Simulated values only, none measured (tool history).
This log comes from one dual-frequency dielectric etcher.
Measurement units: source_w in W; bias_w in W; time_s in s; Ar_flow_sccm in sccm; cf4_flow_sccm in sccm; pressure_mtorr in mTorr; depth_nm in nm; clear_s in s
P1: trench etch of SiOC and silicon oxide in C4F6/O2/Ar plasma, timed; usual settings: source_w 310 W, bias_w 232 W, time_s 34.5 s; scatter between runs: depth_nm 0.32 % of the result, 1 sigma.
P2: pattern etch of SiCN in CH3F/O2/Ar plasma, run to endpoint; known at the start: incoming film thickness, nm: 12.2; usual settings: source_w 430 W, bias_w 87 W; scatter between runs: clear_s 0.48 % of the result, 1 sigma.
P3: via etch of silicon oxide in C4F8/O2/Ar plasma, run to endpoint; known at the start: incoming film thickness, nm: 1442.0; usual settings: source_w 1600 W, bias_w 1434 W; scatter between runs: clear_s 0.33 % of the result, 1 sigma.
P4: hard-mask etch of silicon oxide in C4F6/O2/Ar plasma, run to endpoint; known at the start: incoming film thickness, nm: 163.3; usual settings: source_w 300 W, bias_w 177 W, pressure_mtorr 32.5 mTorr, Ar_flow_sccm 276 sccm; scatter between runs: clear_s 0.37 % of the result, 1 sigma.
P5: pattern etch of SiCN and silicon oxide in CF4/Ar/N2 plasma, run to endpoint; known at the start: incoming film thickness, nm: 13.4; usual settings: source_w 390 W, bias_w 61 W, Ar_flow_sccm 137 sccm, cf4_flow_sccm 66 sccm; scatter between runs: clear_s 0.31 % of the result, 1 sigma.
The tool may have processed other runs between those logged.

run	hour	process	source_w	bias_w	time_s	Ar_flow_sccm	cf4_flow_sccm	pressure_mtorr	hours since the last wet clean	hours since the last source power generator calibration	hours since the last bias power generator calibration	depth_nm	clear_s
1	7.8	P1	310	232	34.5				75.7	656.4	1172	65.125	
2	20.3	P2	430	55					88.2	668.9	1184.5		33.795
3	31.3	P5	530	61		137	66		99.2	679.9	1195.5		15.139
4	39.5	P5	390	61		83	66		107.4	688.1	1203.7		18.243
5	47.5	P1	310	232	19				115.4	696.1	1211.7	35.88	
6	59.1	P1	310	232	34.5				127	707.7	1223.3	64.803	
7	68.5	P4	300	177		276		32.5	136.4	717.1	1232.7		57.34
8	77	P1	410	232	34.5				144.9	725.6	1241.2	72.245	
9	89.8	P1	310	159	34.5				157.7	738.4	1254	57.188	
10	104.2	P4	300	177		222		32.5	172.1	752.8	1268.4		56.133
11	113.2	P3	940	1434					181.1	761.8	1277.4		412.4
12	125.6	P4	300	120		276		32.5	193.5	774.2	1289.8		64.964
13	135.2	P4	300	177		276		45.5	203.1	783.8	1299.4		59.551
14	142.3	P5	390	43		137	66		210.2	790.9	1306.5		22.317
# hour 150.6: wet clean of the chamber
15	155.4	P5	390	61		137	66		4.8	804	1319.6		19.724
16	164	P5	390	61		137	88		13.4	812.6	1328.2		18.772
17	174.4	P4	300	177		276		32.5	23.8	823	1338.6		57.349
18	181.7	P1	310	232	34.5				31.1	830.3	1345.9	65.136	
19	191.6	P1	310	232	42.5				41	840.2	1355.8	80.13	
20	203.8	P1	310	232	34.5				53.2	852.4	1368	65.214	
21	212.3	P2	510	87					61.7	860.9	1376.5		27.202
22	219.7	P3	1600	1957					69.1	868.3	1383.9		306.37
23	228.7	P4	170	177		276		32.5	78.1	877.3	1392.9		71.435
24	239.1	P1	310	288	34.5				88.5	887.7	1403.3	70.293	
25	249.7	P2	430	87					99.1	898.3	1413.9		28.959

What does the tool deliver on the next run?
26	259.4	P1	310	232	34.5				108.8	908	1423.6	?	

{"run 26": {"depth_nm": 64.909}}
